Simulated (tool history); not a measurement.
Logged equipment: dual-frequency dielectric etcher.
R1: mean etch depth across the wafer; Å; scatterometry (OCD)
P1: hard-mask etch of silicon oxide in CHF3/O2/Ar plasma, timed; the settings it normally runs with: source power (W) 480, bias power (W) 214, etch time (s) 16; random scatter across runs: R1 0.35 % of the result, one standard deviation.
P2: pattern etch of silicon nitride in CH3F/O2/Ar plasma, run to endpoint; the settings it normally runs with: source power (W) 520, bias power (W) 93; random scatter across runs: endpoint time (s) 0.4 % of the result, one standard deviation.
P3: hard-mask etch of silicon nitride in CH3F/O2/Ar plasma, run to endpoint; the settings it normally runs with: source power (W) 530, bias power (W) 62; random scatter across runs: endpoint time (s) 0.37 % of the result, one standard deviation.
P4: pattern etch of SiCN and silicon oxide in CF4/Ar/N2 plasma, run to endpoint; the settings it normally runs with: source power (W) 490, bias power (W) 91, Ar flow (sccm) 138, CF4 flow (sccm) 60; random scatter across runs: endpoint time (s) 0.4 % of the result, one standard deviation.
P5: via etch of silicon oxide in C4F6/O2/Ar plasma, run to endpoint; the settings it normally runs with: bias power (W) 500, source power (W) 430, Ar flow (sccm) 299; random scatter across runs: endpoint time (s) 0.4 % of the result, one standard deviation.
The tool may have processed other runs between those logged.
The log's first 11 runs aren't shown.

{"run": 12, "hour": 104.4, "process that ran": "P3", "source power (W)": 530, "bias power (W)": 77, "endpoint time (s)": 40.368}
{"run": 13, "hour": 111.2, "process that ran": "P1", "source power (W)": 480, "bias power (W)": 214, "etch time (s)": 21.5, "R1": 411.27}
{"run": 14, "hour": 121.1, "process that ran": "P3", "source power (W)": 530, "bias power (W)": 62, "endpoint time (s)": 43.776}
{"run": 15, "hour": 131.7, "process that ran": "P4", "source power (W)": 490, "bias power (W)": 91, "Ar flow (sccm)": 138, "CF4 flow (sccm)": 37, "endpoint time (s)": 16.385}
{"run": 16, "hour": 137.4, "process that ran": "P3", "source power (W)": 360, "bias power (W)": 62, "endpoint time (s)": 50.698}
{"run": 17, "hour": 144.2, "process that ran": "P1", "source power (W)": 480, "bias power (W)": 214, "etch time (s)": 9, "R1": 173.12}
{"run": 18, "hour": 154.1, "process that ran": "P1", "source power (W)": 480, "bias power (W)": 168, "etch time (s)": 21, "R1": 370.76}
{"run": 19, "hour": 161.4, "process that ran": "P1", "source power (W)": 480, "bias power (W)": 160, "etch time (s)": 16, "R1": 277.74}
{"run": 20, "hour": 170.9, "process that ran": "P4", "source power (W)": 490, "bias power (W)": 91, "Ar flow (sccm)": 87, "CF4 flow (sccm)": 60, "endpoint time (s)": 14.227}
{"run": 21, "hour": 176.8, "process that ran": "P5", "source power (W)": 250, "bias power (W)": 500, "Ar flow (sccm)": 299, "endpoint time (s)": 17.893}

Run 22 is up next; what results do you expect?
{"run": 22, "hour": 184.5, "process that ran": "P4", "source power (W)": 640, "bias power (W)": 91, "Ar flow (sccm)": 138, "CF4 flow (sccm)": 60, "endpoint time (s)": "?"}

{"run 22": {"endpoint time (s)": 11.968}}
